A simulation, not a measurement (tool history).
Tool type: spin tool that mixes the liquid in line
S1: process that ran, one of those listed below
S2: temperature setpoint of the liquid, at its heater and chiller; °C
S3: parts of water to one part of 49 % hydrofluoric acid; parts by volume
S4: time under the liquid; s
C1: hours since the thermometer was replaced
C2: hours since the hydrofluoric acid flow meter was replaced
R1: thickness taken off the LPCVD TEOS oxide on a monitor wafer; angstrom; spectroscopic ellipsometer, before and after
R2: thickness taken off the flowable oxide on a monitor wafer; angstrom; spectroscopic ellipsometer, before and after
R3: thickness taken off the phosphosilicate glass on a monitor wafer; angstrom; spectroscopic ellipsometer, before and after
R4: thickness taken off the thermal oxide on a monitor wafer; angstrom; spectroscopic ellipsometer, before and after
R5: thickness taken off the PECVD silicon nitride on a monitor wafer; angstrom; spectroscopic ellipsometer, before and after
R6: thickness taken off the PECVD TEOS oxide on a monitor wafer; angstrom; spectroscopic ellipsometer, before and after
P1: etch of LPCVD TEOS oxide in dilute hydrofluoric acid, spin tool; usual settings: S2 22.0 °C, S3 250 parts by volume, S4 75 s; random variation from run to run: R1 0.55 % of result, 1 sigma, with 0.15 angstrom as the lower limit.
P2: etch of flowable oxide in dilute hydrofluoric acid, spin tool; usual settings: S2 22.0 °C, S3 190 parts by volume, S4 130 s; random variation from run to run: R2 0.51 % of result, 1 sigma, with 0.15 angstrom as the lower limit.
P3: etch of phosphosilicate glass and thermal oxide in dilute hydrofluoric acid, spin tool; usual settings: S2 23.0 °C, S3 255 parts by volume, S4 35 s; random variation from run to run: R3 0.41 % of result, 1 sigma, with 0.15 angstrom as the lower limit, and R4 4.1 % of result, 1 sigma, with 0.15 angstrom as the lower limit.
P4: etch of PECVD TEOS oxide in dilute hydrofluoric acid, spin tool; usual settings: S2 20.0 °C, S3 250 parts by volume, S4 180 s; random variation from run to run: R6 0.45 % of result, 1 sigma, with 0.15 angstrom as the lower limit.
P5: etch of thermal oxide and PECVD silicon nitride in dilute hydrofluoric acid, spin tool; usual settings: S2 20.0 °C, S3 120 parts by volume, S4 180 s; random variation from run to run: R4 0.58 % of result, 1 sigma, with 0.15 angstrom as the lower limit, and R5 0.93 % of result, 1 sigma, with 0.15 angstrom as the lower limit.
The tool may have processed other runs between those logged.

{"run": 1, "hour": 5.6, "S1": "P1", "S2": 22.0, "S3": 250, "S4": 75, "C1": 1124.0, "C2": 643.3, "R1": 65.731}
{"run": 2, "hour": 9.1, "S1": "P1", "S2": 27.5, "S3": 250, "S4": 75, "C1": 1127.5, "C2": 646.8, "R1": 80.514}
{"run": 3, "hour": 15.7, "S1": "P2", "S2": 28.0, "S3": 190, "S4": 130, "C1": 1134.1, "C2": 653.4, "R2": 248.49}
{"run": 4, "hour": 22.2, "S1": "P3", "S2": 23.0, "S3": 395, "S4": 35, "C1": 1140.6, "C2": 659.9, "R3": 46.472, "R4": 2.5619}
{"run": 5, "hour": 27.9, "S1": "P1", "S2": 22.0, "S3": 75, "S4": 75, "C1": 1146.3, "C2": 665.6, "R1": 265.81}
{"run": 6, "hour": 32.4, "S1": "P1", "S2": 17.0, "S3": 60, "S4": 75, "C1": 1150.8, "C2": 670.1, "R1": 276.81}
{"run": 7, "hour": 36.0, "S1": "P5", "S2": 20.0, "S3": 120, "S4": 180, "C1": 1154.4, "C2": 673.7, "R4": 58.354, "R5": 22.432}
{"run": 8, "hour": 42.0, "S1": "P3", "S2": 23.0, "S3": 255, "S4": 55, "C1": 1160.4, "C2": 679.7, "R3": 129.69, "R4": 8.3238}
{"run": 9, "hour": 46.8, "S1": "P2", "S2": 22.0, "S3": 190, "S4": 235, "C1": 1165.2, "C2": 684.5, "R2": 360.4}
{"run": 10, "hour": 53.7, "S1": "P4", "S2": 20.0, "S3": 250, "S4": 330, "C1": 1172.1, "C2": 691.4, "R6": 109.11}
{"run": 11, "hour": 61.0, "S1": "P1", "S2": 17.0, "S3": 70, "S4": 75, "C1": 1179.4, "C2": 698.7, "R1": 228.86}
{"run": 12, "hour": 65.5, "S1": "P1", "S2": 28.0, "S3": 250, "S4": 145, "C1": 1183.9, "C2": 703.2, "R1": 158.53}
{"run": 13, "hour": 71.3, "S1": "P3", "S2": 17.5, "S3": 255, "S4": 35, "C1": 1189.7, "C2": 709.0, "R3": 67.78, "R4": 3.986}
{"run": 14, "hour": 77.0, "S1": "P1", "S2": 22.0, "S3": 250, "S4": 75, "C1": 1195.4, "C2": 714.7, "R1": 65.608}
{"run": 15, "hour": 81.4, "S1": "P1", "S2": 22.0, "S3": 250, "S4": 75, "C1": 1199.8, "C2": 719.1, "R1": 66.165}
{"run": 16, "hour": 87.3, "S1": "P3", "S2": 23.0, "S3": 255, "S4": 35, "C1": 1205.7, "C2": 725.0, "R3": 82.414, "R4": 4.9548}
{"run": 17, "hour": 94.4, "S1": "P3", "S2": 23.0, "S3": 255, "S4": 35, "C1": 1212.8, "C2": 732.1, "R3": 82.576, "R4": 5.0364}
{"run": 18, "hour": 100.3, "S1": "P5", "S2": 20.0, "S3": 120, "S4": 55, "C1": 1218.7, "C2": 738.0, "R4": 17.778, "R5": 6.747}
{"run": 19, "hour": 106.8, "S1": "P1", "S2": 22.0, "S3": 250, "S4": 140, "C1": 1225.2, "C2": 744.5, "R1": 124.58}
{"run": 20, "hour": 111.4, "S1": "P5", "S2": 20.0, "S3": 25, "S4": 180, "C1": 1229.8, "C2": 749.1, "R4": 313.26, "R5": 103.66}
{"run": 21, "hour": 118.0, "S1": "P4", "S2": 20.0, "S3": 250, "S4": 180, "C1": 1236.4, "C2": 755.7, "R6": 59.946}
{"run": 22, "hour": 122.6, "S1": "P2", "S2": 22.0, "S3": 190, "S4": 130, "C1": 1241.0, "C2": 760.3, "R2": 197.53}
{"run": 23, "hour": 130.0, "S1": "P5", "S2": 17.0, "S3": 120, "S4": 180, "C1": 1248.4, "C2": 767.7, "R4": 51.471, "R5": 18.343}
{"run": 24, "hour": 134.7, "S1": "P5", "S2": 20.0, "S3": 120, "S4": 180, "C1": 1253.1, "C2": 772.4, "R4": 58.022, "R5": 22.847}
{"run": 25, "hour": 142.5, "S1": "P1", "S2": 22.0, "S3": 250, "S4": 15, "C1": 1260.9, "C2": 780.2, "R1": 13.246}
{"run": 26, "hour": 147.7, "S1": "P4", "S2": 20.0, "S3": 90, "S4": 180, "C1": 1266.1, "C2": 785.4, "R6": 194.94}
{"run": 27, "hour": 152.5, "S1": "P1", "S2": 22.0, "S3": 250, "S4": 75, "C1": 1270.9, "C2": 790.2, "R1": 65.354}
{"run": 28, "hour": 158.1, "S1": "P4", "S2": 24.5, "S3": 250, "S4": 180, "C1": 1276.5, "C2": 795.8, "R6": 70.758}
{"run": 29, "hour": 161.6, "S1": "P1", "S2": 22.0, "S3": 385, "S4": 75, "C1": 1280.0, "C2": 799.3, "R1": 37.426}
{"run": 30, "hour": 168.3, "S1": "P1", "S2": 17.0, "S3": 250, "S4": 75, "C1": 1286.7, "C2": 806.0, "R1": 54.397}
{"run": 31, "hour": 174.2, "S1": "P2", "S2": 22.0, "S3": 35, "S4": 130, "C1": 1292.6, "C2": 811.9, "R2": 1272.6}
{"run": 32, "hour": 179.7, "S1": "P1", "S2": 22.0, "S3": 250, "S4": 75, "C1": 1298.1, "C2": 817.4, "R1": 65.864}
{"run": 33, "hour": 184.5, "S1": "P1", "S2": 22.0, "S3": 250, "S4": 75, "C1": 1302.9, "C2": 822.2, "R1": 65.375}
{"run": 34, "hour": 188.6, "S1": "P1", "S2": 22.0, "S3": 250, "S4": 75, "C1": 1307.0, "C2": 826.3, "R1": 64.037}
{"run": 35, "hour": 193.7, "S1": "P1", "S2": 22.0, "S3": 250, "S4": 75, "C1": 1312.1, "C2": 831.4, "R1": 63.859}
{"run": 36, "hour": 201.3, "S1": "P1", "S2": 22.0, "S3": 250, "S4": 75, "C1": 1319.7, "C2": 839.0, "R1": 62.949}
{"run": 37, "hour": 208.4, "S1": "P1", "S2": 22.0, "S3": 250, "S4": 75, "C1": 1326.8, "C2": 846.1, "R1": 63.288}
{"run": 38, "hour": 215.6, "S1": "P1", "S2": 22.0, "S3": 250, "S4": 75, "C1": 1334.0, "C2": 853.3, "R1": 62.654}
{"run": 39, "hour": 220.1, "S1": "P1", "S2": 22.0, "S3": 250, "S4": 75, "C1": 1338.5, "C2": 857.8, "R1": 62.751}
{"run": 40, "hour": 225.9, "S1": "P1", "S2": 22.0, "S3": 250, "S4": 75, "C1": 1344.3, "C2": 863.6, "R1": 62.485}

For run 41, what comes out?
{"run": 41, "hour": 231.5, "S1": "P1", "S2": 22.0, "S3": 250, "S4": 75, "C1": 1349.9, "C2": 869.2, "R1": "?"}

Run 41 measured R1 62.252 angstrom.

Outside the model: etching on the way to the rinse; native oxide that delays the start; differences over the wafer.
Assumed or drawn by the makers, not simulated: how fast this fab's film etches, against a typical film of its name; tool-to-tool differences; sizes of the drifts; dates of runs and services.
